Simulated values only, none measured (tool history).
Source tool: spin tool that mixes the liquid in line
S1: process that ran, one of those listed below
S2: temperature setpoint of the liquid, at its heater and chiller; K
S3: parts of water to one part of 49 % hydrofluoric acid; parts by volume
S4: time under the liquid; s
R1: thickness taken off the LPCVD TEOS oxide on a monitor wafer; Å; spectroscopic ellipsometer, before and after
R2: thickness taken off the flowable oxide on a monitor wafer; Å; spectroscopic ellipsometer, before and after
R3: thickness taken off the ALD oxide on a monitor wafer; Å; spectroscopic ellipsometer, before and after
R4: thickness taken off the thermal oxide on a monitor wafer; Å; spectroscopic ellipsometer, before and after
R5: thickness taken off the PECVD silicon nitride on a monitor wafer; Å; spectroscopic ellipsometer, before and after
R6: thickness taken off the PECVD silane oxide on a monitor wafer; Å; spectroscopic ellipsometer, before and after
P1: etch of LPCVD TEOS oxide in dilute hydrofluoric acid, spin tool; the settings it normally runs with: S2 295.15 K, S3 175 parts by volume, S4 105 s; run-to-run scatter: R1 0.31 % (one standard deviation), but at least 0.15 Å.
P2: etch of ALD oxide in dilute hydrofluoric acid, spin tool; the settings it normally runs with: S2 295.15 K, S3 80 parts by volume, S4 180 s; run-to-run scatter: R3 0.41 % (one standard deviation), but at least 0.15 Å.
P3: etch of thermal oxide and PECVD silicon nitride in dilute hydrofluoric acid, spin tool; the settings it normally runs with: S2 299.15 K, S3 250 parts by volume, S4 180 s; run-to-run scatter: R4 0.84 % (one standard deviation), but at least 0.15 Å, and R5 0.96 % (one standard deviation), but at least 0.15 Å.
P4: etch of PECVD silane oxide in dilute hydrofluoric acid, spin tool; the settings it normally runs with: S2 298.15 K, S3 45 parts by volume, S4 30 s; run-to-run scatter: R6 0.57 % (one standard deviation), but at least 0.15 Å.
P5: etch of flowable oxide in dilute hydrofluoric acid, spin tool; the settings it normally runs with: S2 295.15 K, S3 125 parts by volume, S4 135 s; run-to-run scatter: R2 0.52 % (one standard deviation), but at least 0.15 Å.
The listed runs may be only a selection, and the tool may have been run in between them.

run   hour  S1      S2   S3   S4      R1      R2       R3      R4      R5      R6
  1   12.0  P1  295.15  175  105  287.99
  2   27.5  P5  295.15   70  135          472.26
  3   42.3  P1  302.65  175   45  163.55
  4   51.1  P5  303.15  125  135          338.10
  5   62.3  P2  295.15   80   35                   60.531
  6   75.3  P1  295.15  270  105  170.74
  7   84.4  P1  295.15  175  105  288.88
  8   93.0  P1  295.15  175   45  124.53
  9  101.9  P1  295.15  175  185  509.41
 10  117.5  P3  307.15  250  180                           39.434  44.066
 11  132.9  P4  298.15   45   60                                           363.45
 12  146.3  P4  306.15   45   30                                           248.02
 13  158.4  P2  290.15   80  180                  253.250
 14  166.6  P4  298.15   45   30                                           179.34
 15  179.0  P5  295.15  125  260          475.90
 16  196.2  P1  290.15  175  105  237.07
 17  206.7  P1  295.15  175  105  287.60
 18  218.4  P3  299.15  250  320                           52.835  48.983
 19  228.0  P4  298.15   60   30                                           132.40
 20  237.1  P1  295.15  175  105  288.02
 21  248.2  P2  295.15  140  180                  165.810

The next listed run, before its measurement:
 22  259.9  P1  295.15  175  105   ?

R1: 288.10 Å

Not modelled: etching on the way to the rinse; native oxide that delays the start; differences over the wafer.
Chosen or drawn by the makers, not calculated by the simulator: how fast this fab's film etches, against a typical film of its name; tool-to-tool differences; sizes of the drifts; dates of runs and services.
